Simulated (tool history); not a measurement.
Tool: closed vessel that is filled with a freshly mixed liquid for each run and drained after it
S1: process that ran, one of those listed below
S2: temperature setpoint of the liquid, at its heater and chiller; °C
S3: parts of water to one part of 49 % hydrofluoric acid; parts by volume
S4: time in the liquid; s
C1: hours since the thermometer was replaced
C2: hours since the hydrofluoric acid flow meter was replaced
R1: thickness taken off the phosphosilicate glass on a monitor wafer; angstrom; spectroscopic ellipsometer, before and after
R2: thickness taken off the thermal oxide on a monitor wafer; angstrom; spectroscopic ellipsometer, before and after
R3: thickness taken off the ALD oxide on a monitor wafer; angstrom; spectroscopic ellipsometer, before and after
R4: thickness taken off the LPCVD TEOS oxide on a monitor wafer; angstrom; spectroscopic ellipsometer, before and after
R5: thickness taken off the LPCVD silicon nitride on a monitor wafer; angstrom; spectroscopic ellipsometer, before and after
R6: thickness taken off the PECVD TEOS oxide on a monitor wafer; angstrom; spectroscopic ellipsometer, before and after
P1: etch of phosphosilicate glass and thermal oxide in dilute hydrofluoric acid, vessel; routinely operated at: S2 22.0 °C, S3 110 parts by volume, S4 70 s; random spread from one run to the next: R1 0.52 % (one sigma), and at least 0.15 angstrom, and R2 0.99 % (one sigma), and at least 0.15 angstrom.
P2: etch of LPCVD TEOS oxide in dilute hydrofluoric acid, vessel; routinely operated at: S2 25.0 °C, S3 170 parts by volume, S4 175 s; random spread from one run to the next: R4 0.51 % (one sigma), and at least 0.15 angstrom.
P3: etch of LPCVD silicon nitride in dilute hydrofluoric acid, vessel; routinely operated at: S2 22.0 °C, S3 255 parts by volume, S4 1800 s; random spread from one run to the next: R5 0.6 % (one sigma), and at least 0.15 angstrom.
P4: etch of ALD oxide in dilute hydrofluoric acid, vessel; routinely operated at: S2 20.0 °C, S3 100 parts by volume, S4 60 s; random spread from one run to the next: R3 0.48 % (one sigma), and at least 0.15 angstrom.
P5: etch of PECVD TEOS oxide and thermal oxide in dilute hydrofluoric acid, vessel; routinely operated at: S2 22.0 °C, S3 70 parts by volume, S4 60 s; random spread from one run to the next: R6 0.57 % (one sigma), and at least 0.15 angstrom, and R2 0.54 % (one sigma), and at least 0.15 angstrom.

{"run": 1, "day": 0.154, "S1": "P1", "S2": 22.0, "S3": 110, "S4": 70, "C1": 1138.6, "C2": 560.4, "R1": 345.21, "R2": 26.103}
{"run": 2, "day": 0.388, "S1": "P1", "S2": 22.0, "S3": 110, "S4": 70, "C1": 1144.2, "C2": 566.0, "R1": 345.51, "R2": 25.788}
{"run": 3, "day": 0.646, "S1": "P4", "S2": 20.0, "S3": 150, "S4": 60, "C1": 1150.4, "C2": 572.2, "R3": 59.11}
{"run": 4, "day": 0.804, "S1": "P2", "S2": 25.0, "S3": 170, "S4": 250, "C1": 1154.2, "C2": 576.0, "R4": 799.9}
{"run": 5, "day": 0.929, "S1": "P1", "S2": 22.0, "S3": 110, "S4": 120, "C1": 1157.2, "C2": 579.0, "R1": 593.36, "R2": 44.25}
{"run": 6, "day": 1.188, "S1": "P3", "S2": 22.0, "S3": 255, "S4": 1800, "C1": 1163.4, "C2": 585.2, "R5": 36.321}
{"run": 7, "day": 1.371, "S1": "P1", "S2": 22.0, "S3": 55, "S4": 110, "C1": 1167.8, "C2": 589.6, "R1": 1167.0, "R2": 88.208}
{"run": 8, "day": 1.621, "S1": "P1", "S2": 22.0, "S3": 110, "S4": 70, "C1": 1173.8, "C2": 595.6, "R1": 345.73, "R2": 26.155}
{"run": 9, "day": 1.812, "S1": "P4", "S2": 24.5, "S3": 100, "S4": 60, "C1": 1178.4, "C2": 600.2, "R3": 111.76}
{"run": 10, "day": 2.046, "S1": "P1", "S2": 26.0, "S3": 110, "S4": 70, "C1": 1184.0, "C2": 605.8, "R1": 406.46, "R2": 30.508}
{"run": 11, "day": 2.254, "S1": "P3", "S2": 22.0, "S3": 375, "S4": 1800, "C1": 1189.0, "C2": 610.8, "R5": 25.089}
{"run": 12, "day": 2.508, "S1": "P1", "S2": 22.0, "S3": 110, "S4": 70, "C1": 1195.1, "C2": 616.9, "R1": 345.26, "R2": 26.099}
{"run": 13, "day": 2.767, "S1": "P1", "S2": 22.0, "S3": 110, "S4": 70, "C1": 1201.3, "C2": 623.1, "R1": 346.57, "R2": 26.339}
{"run": 14, "day": 3.0, "S1": "P1", "S2": 22.0, "S3": 110, "S4": 30, "C1": 1206.9, "C2": 628.7, "R1": 149.07, "R2": 11.217}
{"run": 15, "day": 3.183, "S1": "P5", "S2": 17.0, "S3": 70, "S4": 60, "C1": 1211.3, "C2": 633.1, "R2": 32.993, "R6": 83.77}
{"run": 16, "day": 3.404, "S1": "P1", "S2": 18.0, "S3": 110, "S4": 125, "C1": 1216.6, "C2": 638.4, "R1": 521.97, "R2": 40.024}
{"run": 17, "day": 3.638, "S1": "P1", "S2": 22.0, "S3": 110, "S4": 70, "C1": 1222.2, "C2": 644.0, "R1": 345.24, "R2": 25.999}
{"run": 18, "day": 3.858, "S1": "P1", "S2": 22.0, "S3": 170, "S4": 70, "C1": 1227.5, "C2": 649.3, "R1": 208.53, "R2": 15.74}
{"run": 19, "day": 4.042, "S1": "P1", "S2": 22.0, "S3": 25, "S4": 70, "C1": 1231.9, "C2": 653.7, "R1": 1701.2, "R2": 126.65}
{"run": 20, "day": 4.217, "S1": "P1", "S2": 17.0, "S3": 110, "S4": 70, "C1": 1236.1, "C2": 657.9, "R1": 283.13, "R2": 21.017}
{"run": 21, "day": 4.35, "S1": "P5", "S2": 22.0, "S3": 70, "S4": 30, "C1": 1239.3, "C2": 661.1, "R2": 20.584, "R6": 51.907}
{"run": 22, "day": 4.562, "S1": "P5", "S2": 22.0, "S3": 70, "S4": 60, "C1": 1244.4, "C2": 666.2, "R2": 41.463, "R6": 104.39}
{"day": 4.6, "done": "thermometer replaced"}
{"run": 23, "day": 4.683, "S1": "P2", "S2": 25.0, "S3": 170, "S4": 175, "C1": 2.0, "C2": 669.1, "R4": 556.71}
{"run": 24, "day": 4.883, "S1": "P5", "S2": 22.0, "S3": 20, "S4": 60, "C1": 6.8, "C2": 673.9, "R2": 153.57, "R6": 386.6}
{"run": 25, "day": 5.067, "S1": "P3", "S2": 17.0, "S3": 255, "S4": 1800, "C1": 11.2, "C2": 678.3, "R5": 26.574}
{"run": 26, "day": 5.279, "S1": "P3", "S2": 22.0, "S3": 255, "S4": 240, "C1": 16.3, "C2": 683.4, "R5": 4.8713}
{"run": 27, "day": 5.542, "S1": "P2", "S2": 25.0, "S3": 105, "S4": 175, "C1": 22.6, "C2": 689.7, "R4": 958.72}
{"run": 28, "day": 5.779, "S1": "P3", "S2": 22.0, "S3": 255, "S4": 1800, "C1": 28.3, "C2": 695.4, "R5": 36.677}
{"run": 29, "day": 6.038, "S1": "P1", "S2": 22.0, "S3": 180, "S4": 125, "C1": 34.5, "C2": 701.6, "R1": 352.49, "R2": 26.005}
{"run": 30, "day": 6.292, "S1": "P4", "S2": 20.0, "S3": 100, "S4": 110, "C1": 40.6, "C2": 707.7, "R3": 171.09}
{"run": 31, "day": 6.471, "S1": "P2", "S2": 17.0, "S3": 170, "S4": 175, "C1": 44.9, "C2": 712.0, "R4": 405.09}
{"run": 32, "day": 6.629, "S1": "P4", "S2": 20.0, "S3": 100, "S4": 60, "C1": 48.7, "C2": 715.8, "R3": 93.358}
{"run": 33, "day": 6.862, "S1": "P4", "S2": 20.0, "S3": 100, "S4": 60, "C1": 54.3, "C2": 721.4, "R3": 93.213}
{"run": 34, "day": 7.1, "S1": "P1", "S2": 22.0, "S3": 110, "S4": 70, "C1": 60.0, "C2": 727.1, "R1": 344.54, "R2": 26.14}
{"run": 35, "day": 7.296, "S1": "P1", "S2": 22.0, "S3": 110, "S4": 70, "C1": 64.7, "C2": 731.8, "R1": 347.4, "R2": 25.969}
{"run": 36, "day": 7.533, "S1": "P1", "S2": 22.0, "S3": 110, "S4": 70, "C1": 70.4, "C2": 737.5, "R1": 355.08, "R2": 27.712}
{"run": 37, "day": 7.8, "S1": "P1", "S2": 22.0, "S3": 110, "S4": 70, "C1": 76.8, "C2": 743.9, "R1": 364.13, "R2": 27.294}
{"run": 38, "day": 7.929, "S1": "P1", "S2": 22.0, "S3": 110, "S4": 70, "C1": 79.9, "C2": 747.0, "R1": 364.65, "R2": 26.979}
{"run": 39, "day": 8.062, "S1": "P1", "S2": 22.0, "S3": 110, "S4": 70, "C1": 83.1, "C2": 750.2, "R1": 370.07, "R2": 27.596}
{"run": 40, "day": 8.233, "S1": "P1", "S2": 22.0, "S3": 110, "S4": 70, "C1": 87.2, "C2": 754.3, "R1": 371.06, "R2": 27.937}
{"run": 41, "day": 8.425, "S1": "P1", "S2": 22.0, "S3": 110, "S4": 70, "C1": 91.8, "C2": 758.9, "R1": 370.31, "R2": 28.122}
{"run": 42, "day": 8.596, "S1": "P1", "S2": 22.0, "S3": 110, "S4": 70, "C1": 95.9, "C2": 763.0, "R1": 371.05, "R2": 27.587}
{"run": 43, "day": 8.854, "S1": "P1", "S2": 22.0, "S3": 110, "S4": 70, "C1": 102.1, "C2": 769.2, "R1": 375.59, "R2": 28.617}
{"run": 44, "day": 9.054, "S1": "P1", "S2": 22.0, "S3": 110, "S4": 70, "C1": 106.9, "C2": 774.0, "R1": 372.97, "R2": 27.78}
{"run": 45, "day": 9.179, "S1": "P1", "S2": 22.0, "S3": 110, "S4": 70, "C1": 109.9, "C2": 777.0, "R1": 374.05, "R2": 27.782}
{"run": 46, "day": 9.367, "S1": "P1", "S2": 22.0, "S3": 110, "S4": 70, "C1": 114.4, "C2": 781.5, "R1": 376.41, "R2": 28.209}

The output of P1 has drifted from where it used to be. Each of the 2 causes below, taken at the size shown beside it, accounts for the log equally well:
A: hydrofluoric acid flow above the setpoint (%) = 6.95
B: liquid hotter than its thermometer reads (K) = 1.9
The creep began at about day 7.296.

Listed below are the offered check runs, one wafer per run, with question marks in place of results. For which of them would the causes give clearly different outcomes?
{"run": "check 1", "day": 9.554, "S1": "P4", "S2": 20.0, "S3": 100, "S4": 60, "R3": "?"}
{"run": "check 2", "day": 9.554, "S1": "P5", "S2": 22.0, "S3": 70, "S4": 60, "R2": "?", "R6": "?"}
{"run": "check 3", "day": 9.554, "S1": "P2", "S2": 25.0, "S3": 170, "S4": 175, "R4": "?"}
{"run": "check 4", "day": 9.554, "S1": "P3", "S2": 22.0, "S3": 255, "S4": 1800, "R5": "?"}

How each check would come out, cause by cause:
check=check_1 result=R3 if_A=100.450 if_B=100.730
check=check_2 result=R2 if_A=44.680 if_B=44.897
check=check_2 result=R6 if_A=111.440 if_B=111.990
check=check_3 result=R4 if_A=597.76 if_B=591.98
check=check_4 result=R5 if_A=39.2980 if_B=41.4440
Per check, the gap between the least separated pair of causes, taken in the result that splits them most: check 1 0.29 %; check 2 0.49 %; check 3 0.97 %; check 4 5.31 %
Of the check runs offered, only check 4 discriminates between the causes; the rest would read about the same regardless of which cause applies.

After running check 4, the following was obtained: R5 41.7090 angstrom. Which cause does this point to?

The correct cause is B, namely: liquid hotter than its thermometer reads (K).
